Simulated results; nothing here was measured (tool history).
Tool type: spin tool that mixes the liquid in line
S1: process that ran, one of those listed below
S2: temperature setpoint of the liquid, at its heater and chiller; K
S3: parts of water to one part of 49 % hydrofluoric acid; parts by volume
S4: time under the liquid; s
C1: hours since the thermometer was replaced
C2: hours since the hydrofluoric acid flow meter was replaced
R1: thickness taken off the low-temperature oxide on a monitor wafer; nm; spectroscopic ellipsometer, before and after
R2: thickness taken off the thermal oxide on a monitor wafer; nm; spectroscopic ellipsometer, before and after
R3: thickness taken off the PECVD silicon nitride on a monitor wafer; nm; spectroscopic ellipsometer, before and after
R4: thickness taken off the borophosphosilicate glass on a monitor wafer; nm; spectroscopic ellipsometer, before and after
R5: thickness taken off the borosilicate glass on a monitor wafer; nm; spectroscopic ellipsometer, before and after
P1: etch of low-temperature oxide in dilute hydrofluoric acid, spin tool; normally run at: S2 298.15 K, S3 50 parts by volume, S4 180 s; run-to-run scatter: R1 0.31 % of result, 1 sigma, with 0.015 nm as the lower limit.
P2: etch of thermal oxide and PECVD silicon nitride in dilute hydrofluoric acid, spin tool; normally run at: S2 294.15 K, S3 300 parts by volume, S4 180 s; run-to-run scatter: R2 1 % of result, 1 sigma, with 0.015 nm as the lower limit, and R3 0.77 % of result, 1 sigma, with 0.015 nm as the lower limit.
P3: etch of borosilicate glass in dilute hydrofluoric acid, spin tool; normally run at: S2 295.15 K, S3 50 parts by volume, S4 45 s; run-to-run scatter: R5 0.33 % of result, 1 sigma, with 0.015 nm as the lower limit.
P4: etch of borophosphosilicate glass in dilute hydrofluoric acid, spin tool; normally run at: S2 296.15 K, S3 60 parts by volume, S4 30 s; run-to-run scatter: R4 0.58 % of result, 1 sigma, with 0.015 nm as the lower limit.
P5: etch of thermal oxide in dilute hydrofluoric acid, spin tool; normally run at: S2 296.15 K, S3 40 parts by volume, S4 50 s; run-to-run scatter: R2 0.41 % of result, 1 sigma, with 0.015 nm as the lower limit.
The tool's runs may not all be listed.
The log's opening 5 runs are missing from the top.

run 6 hour=67.1 | S1=P1 S2=298.15 S3=20 S4=180 | C1=2034.2 C2=1388.4 | R1=117.8600
run 7 hour=83.0 | S1=P1 S2=298.15 S3=50 S4=180 | C1=2050.1 C2=1404.3 | R1=45.0390
run 8 hour=101.8 | S1=P5 S2=296.15 S3=40 S4=100 | C1=2068.9 C2=1423.1 | R2=11.9460
run 9 hour=114.0 | S1=P1 S2=298.15 S3=75 S4=180 | C1=2081.1 C2=1435.3 | R1=29.0790
run 10 hour=126.9 | S1=P4 S2=296.15 S3=60 S4=30 | C1=2094.0 C2=1448.2 | R4=21.706
run 11 hour=140.5 | S1=P5 S2=300.15 S3=40 S4=50 | C1=2107.6 C2=1461.8 | R2=7.0760
run 12 hour=158.4 | S1=P1 S2=298.15 S3=50 S4=330 | C1=2125.5 C2=1479.7 | R1=82.6260
run 13 hour=171.4 | S1=P3 S2=295.15 S3=90 S4=45 | C1=2138.5 C2=1492.7 | R5=9.8727
run 14 hour=184.6 | S1=P3 S2=295.15 S3=50 S4=15 | C1=2151.7 C2=1505.9 | R5=6.2444
run 15 hour=201.8 | S1=P3 S2=295.15 S3=50 S4=45 | C1=2168.9 C2=1523.1 | R5=18.6990
run 16 hour=214.8 | S1=P1 S2=292.65 S3=50 S4=180 | C1=2181.9 C2=1536.1 | R1=35.7900
run 17 hour=229.1 | S1=P1 S2=298.15 S3=50 S4=180 | C1=2196.2 C2=1550.4 | R1=45.1080
run 18 hour=237.3 | S1=P1 S2=298.15 S3=50 S4=180 | C1=2204.4 C2=1558.6 | R1=45.0420
run 19 hour=254.8 | S1=P1 S2=298.15 S3=50 S4=180 | C1=2221.9 C2=1576.1 | R1=45.0590
run 20 hour=265.0 | S1=P4 S2=300.15 S3=60 S4=30 | C1=2232.1 C2=1586.3 | R4=25.929
run 21 hour=281.3 | S1=P3 S2=290.15 S3=50 S4=45 | C1=2248.4 C2=1602.6 | R5=14.9950
run 22 hour=298.0 | S1=P2 S2=294.15 S3=300 S4=180 | C1=2265.1 C2=1619.3 | R2=2.0161 R3=2.8242
run 23 hour=306.8 | S1=P1 S2=298.15 S3=50 S4=15 | C1=2273.9 C2=1628.1 | R1=3.7486
run 24 hour=316.9 | S1=P2 S2=294.15 S3=415 S4=180 | C1=2284.0 C2=1638.2 | R2=1.3228 R3=2.0112
run 25 hour=330.6 | S1=P2 S2=299.65 S3=300 S4=180 | C1=2297.7 C2=1651.9 | R2=2.4009 R3=3.8880
run 26 hour=344.3 | S1=P5 S2=296.15 S3=65 S4=50 | C1=2311.4 C2=1665.6 | R2=3.5582
run 27 hour=356.5 | S1=P4 S2=296.15 S3=20 S4=30 | C1=2323.6 C2=1677.8 | R4=69.219
run 28 hour=365.5 | S1=P1 S2=298.15 S3=50 S4=180 | C1=2332.6 C2=1686.8 | R1=45.2640
run 29 hour=375.1 | S1=P4 S2=296.15 S3=60 S4=55 | C1=2342.2 C2=1696.4 | R4=40.368

Estimate the outcome of run 30 from the log above:
run 30 hour=386.7 | S1=P4 S2=296.15 S3=60 S4=30 | C1=2353.8 C2=1708.0 | R4=?

{"run 30": {"R4": 21.794}}

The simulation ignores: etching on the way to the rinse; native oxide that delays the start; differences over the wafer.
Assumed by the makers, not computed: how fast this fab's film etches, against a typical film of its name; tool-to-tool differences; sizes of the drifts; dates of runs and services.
